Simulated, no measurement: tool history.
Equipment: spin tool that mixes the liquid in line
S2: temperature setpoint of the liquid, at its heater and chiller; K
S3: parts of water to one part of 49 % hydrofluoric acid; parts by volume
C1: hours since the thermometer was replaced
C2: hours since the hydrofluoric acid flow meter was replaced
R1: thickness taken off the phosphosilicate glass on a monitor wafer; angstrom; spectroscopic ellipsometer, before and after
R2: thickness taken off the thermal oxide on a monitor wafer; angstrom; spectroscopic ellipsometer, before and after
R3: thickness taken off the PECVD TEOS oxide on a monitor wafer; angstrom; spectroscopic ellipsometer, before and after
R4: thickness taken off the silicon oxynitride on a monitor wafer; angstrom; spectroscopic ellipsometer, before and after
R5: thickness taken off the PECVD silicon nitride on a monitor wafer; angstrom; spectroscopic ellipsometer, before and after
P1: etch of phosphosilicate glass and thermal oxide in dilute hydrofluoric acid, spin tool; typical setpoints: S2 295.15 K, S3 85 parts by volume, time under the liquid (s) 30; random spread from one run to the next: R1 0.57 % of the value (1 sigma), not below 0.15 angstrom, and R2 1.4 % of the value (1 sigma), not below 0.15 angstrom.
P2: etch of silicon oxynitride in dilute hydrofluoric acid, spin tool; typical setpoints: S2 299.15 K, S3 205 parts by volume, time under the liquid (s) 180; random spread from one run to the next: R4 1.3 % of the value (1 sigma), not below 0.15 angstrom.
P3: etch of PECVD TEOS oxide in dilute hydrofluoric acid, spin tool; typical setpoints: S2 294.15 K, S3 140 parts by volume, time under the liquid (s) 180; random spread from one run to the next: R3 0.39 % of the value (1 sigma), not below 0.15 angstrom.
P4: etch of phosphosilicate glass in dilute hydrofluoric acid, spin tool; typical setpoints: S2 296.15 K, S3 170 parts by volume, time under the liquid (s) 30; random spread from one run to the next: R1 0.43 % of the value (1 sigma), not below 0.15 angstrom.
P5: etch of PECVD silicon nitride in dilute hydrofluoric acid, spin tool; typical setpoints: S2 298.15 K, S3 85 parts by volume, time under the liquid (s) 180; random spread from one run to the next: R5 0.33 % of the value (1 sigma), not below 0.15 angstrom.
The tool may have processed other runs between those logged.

run 1 day=0.279 | process_that_ran=P1 S2=295.15 S3=85 time_under_the_liquid_(s)=30 | C1=510.5 C2=316.6 | R1=537.79 R2=14.9010
run 2 day=0.729 | process_that_ran=P3 S2=294.15 S3=140 time_under_the_liquid_(s)=180 | C1=521.3 C2=327.4 | R3=186.76
run 3 day=1.271 | process_that_ran=P1 S2=295.15 S3=135 time_under_the_liquid_(s)=30 | C1=534.3 C2=340.4 | R1=322.91 R2=9.2058
run 4 day=1.675 | process_that_ran=P4 S2=296.15 S3=170 time_under_the_liquid_(s)=55 | C1=544.0 C2=350.1 | R1=477.36
-- day=1.904 hydrofluoric acid flow meter replaced
run 5 day=2.183 | process_that_ran=P2 S2=299.15 S3=205 time_under_the_liquid_(s)=180 | C1=556.2 C2=6.8 | R4=15.3310
run 6 day=2.717 | process_that_ran=P3 S2=294.15 S3=140 time_under_the_liquid_(s)=180 | C1=569.0 C2=19.6 | R3=186.68
run 7 day=2.962 | process_that_ran=P3 S2=290.15 S3=140 time_under_the_liquid_(s)=180 | C1=574.9 C2=25.5 | R3=159.67
run 8 day=3.492 | process_that_ran=P4 S2=296.15 S3=305 time_under_the_liquid_(s)=30 | C1=587.6 C2=38.2 | R1=126.46
run 9 day=3.879 | process_that_ran=P4 S2=296.15 S3=170 time_under_the_liquid_(s)=30 | C1=596.9 C2=47.5 | R1=258.90
run 10 day=4.292 | process_that_ran=P1 S2=295.15 S3=25 time_under_the_liquid_(s)=15 | C1=606.8 C2=57.4 | R1=998.27 R2=28.1760
run 11 day=4.854 | process_that_ran=P1 S2=295.15 S3=85 time_under_the_liquid_(s)=30 | C1=620.3 C2=70.9 | R1=544.19 R2=15.0390
run 12 day=5.279 | process_that_ran=P5 S2=298.15 S3=85 time_under_the_liquid_(s)=350 | C1=630.5 C2=81.1 | R5=218.880
run 13 day=5.767 | process_that_ran=P3 S2=294.15 S3=20 time_under_the_liquid_(s)=180 | C1=642.2 C2=92.8 | R3=1496.00
run 14 day=6.171 | process_that_ran=P1 S2=301.65 S3=85 time_under_the_liquid_(s)=55 | C1=651.9 C2=102.5 | R1=1276.90 R2=35.9400
run 15 day=6.596 | process_that_ran=P1 S2=295.15 S3=85 time_under_the_liquid_(s)=30 | C1=662.1 C2=112.7 | R1=543.98 R2=15.1650
run 16 day=7.096 | process_that_ran=P4 S2=290.15 S3=170 time_under_the_liquid_(s)=30 | C1=674.1 C2=124.7 | R1=205.17
run 17 day=7.462 | process_that_ran=P1 S2=295.15 S3=85 time_under_the_liquid_(s)=30 | C1=682.9 C2=133.5 | R1=540.97 R2=14.9720
run 18 day=7.992 | process_that_ran=P5 S2=290.15 S3=85 time_under_the_liquid_(s)=180 | C1=695.6 C2=146.2 | R5=65.247
run 19 day=8.362 | process_that_ran=P2 S2=299.15 S3=290 time_under_the_liquid_(s)=180 | C1=704.5 C2=155.1 | R4=10.2360
run 20 day=8.779 | process_that_ran=P3 S2=294.15 S3=140 time_under_the_liquid_(s)=300 | C1=714.5 C2=165.1 | R3=310.01
run 21 day=9.142 | process_that_ran=P1 S2=295.15 S3=85 time_under_the_liquid_(s)=45 | C1=723.2 C2=173.8 | R1=803.57 R2=22.6700
run 22 day=9.629 | process_that_ran=P1 S2=290.15 S3=85 time_under_the_liquid_(s)=30 | C1=734.9 C2=185.5 | R1=436.93 R2=12.2350
run 23 day=9.921 | process_that_ran=P5 S2=298.15 S3=85 time_under_the_liquid_(s)=180 | C1=741.9 C2=192.5 | R5=112.660
run 24 day=10.175 | process_that_ran=P5 S2=298.15 S3=20 time_under_the_liquid_(s)=180 | C1=748.0 C2=198.6 | R5=460.440
run 25 day=10.650 | process_that_ran=P2 S2=299.15 S3=205 time_under_the_liquid_(s)=20 | C1=759.4 C2=210.0 | R4=1.6173
run 26 day=11.138 | process_that_ran=P1 S2=298.65 S3=85 time_under_the_liquid_(s)=30 | C1=771.1 C2=221.7 | R1=620.05 R2=17.8530
run 27 day=11.383 | process_that_ran=P4 S2=296.15 S3=170 time_under_the_liquid_(s)=30 | C1=777.0 C2=227.6 | R1=258.21
run 28 day=11.854 | process_that_ran=P1 S2=295.15 S3=85 time_under_the_liquid_(s)=15 | C1=788.3 C2=238.9 | R1=269.42 R2=7.7307
run 29 day=12.333 | process_that_ran=P1 S2=295.15 S3=140 time_under_the_liquid_(s)=15 | C1=799.8 C2=250.4 | R1=156.24 R2=4.3237
run 30 day=12.667 | process_that_ran=P2 S2=291.15 S3=205 time_under_the_liquid_(s)=180 | C1=807.8 C2=258.4 | R4=10.7800
run 31 day=12.971 | process_that_ran=P1 S2=295.15 S3=35 time_under_the_liquid_(s)=30 | C1=815.1 C2=265.7 | R1=1396.30 R2=38.8800
run 32 day=13.396 | process_that_ran=P1 S2=295.15 S3=85 time_under_the_liquid_(s)=30 | C1=825.3 C2=275.9 | R1=539.78 R2=15.1740
run 33 day=13.717 | process_that_ran=P1 S2=295.15 S3=85 time_under_the_liquid_(s)=30 | C1=833.0 C2=283.6 | R1=561.18 R2=15.4430
run 34 day=14.008 | process_that_ran=P1 S2=295.15 S3=85 time_under_the_liquid_(s)=30 | C1=840.0 C2=290.6 | R1=576.14 R2=15.9730
run 35 day=14.275 | process_that_ran=P1 S2=295.15 S3=85 time_under_the_liquid_(s)=30 | C1=846.4 C2=297.0 | R1=583.36 R2=16.1870
run 36 day=14.750 | process_that_ran=P1 S2=295.15 S3=85 time_under_the_liquid_(s)=30 | C1=857.8 C2=308.4 | R1=590.12 R2=16.5500
run 37 day=15.108 | process_that_ran=P1 S2=295.15 S3=85 time_under_the_liquid_(s)=30 | C1=866.4 C2=317.0 | R1=595.88 R2=16.6060
run 38 day=15.429 | process_that_ran=P1 S2=295.15 S3=85 time_under_the_liquid_(s)=30 | C1=874.1 C2=324.7 | R1=596.50 R2=16.9060
run 39 day=15.971 | process_that_ran=P1 S2=295.15 S3=85 time_under_the_liquid_(s)=30 | C1=887.1 C2=337.7 | R1=596.75 R2=16.7270

What P1 gives has crept off from where it sat before. The 2 causes that follow fit the log equally well, each at the size noted:
A: hydrofluoric acid flow above the setpoint (%) = 9.15
B: liquid hotter than its thermometer reads (K) = 2.39
The onset of the drift is placed at about day 13.396.

Of the 4 check runs listed below, each run on one wafer and each result written as a question mark, which would let you distinguish the listed causes because they would give clearly different results?
run check 1 day=16.512 | process_that_ran=P2 S2=293.15 S3=205 time_under_the_liquid_(s)=50 | R4=?
run check 2 day=16.512 | process_that_ran=P3 S2=294.15 S3=40 time_under_the_liquid_(s)=180 | R3=?
run check 3 day=16.512 | process_that_ran=P4 S2=292.65 S3=170 time_under_the_liquid_(s)=30 | R1=?
run check 4 day=16.512 | process_that_ran=P5 S2=298.15 S3=85 time_under_the_liquid_(s)=265 | R5=?

If the cause were each of the candidates in turn, the checks would give the following:
check=check_1 result=R4 if_A=3.6066 if_B=3.6448
check=check_2 result=R3 if_A=801.84 if_B=809.02
check=check_3 result=R1 if_A=250.69 if_B=248.52
check=check_4 result=R5 if_A=181.210 if_B=194.210
Per-check spread between the two closest causes, in the result where they differ most: check 1 1.05 %; check 2 0.89 %; check 3 0.87 %; check 4 6.93 %
Only check 4 tells the causes apart: in the others they would give nearly the same result.

Check 4 has now been run. It gave: R5 193.510 angstrom. Which of the candidate causes is it?

The cause is B: liquid hotter than its thermometer reads (K).

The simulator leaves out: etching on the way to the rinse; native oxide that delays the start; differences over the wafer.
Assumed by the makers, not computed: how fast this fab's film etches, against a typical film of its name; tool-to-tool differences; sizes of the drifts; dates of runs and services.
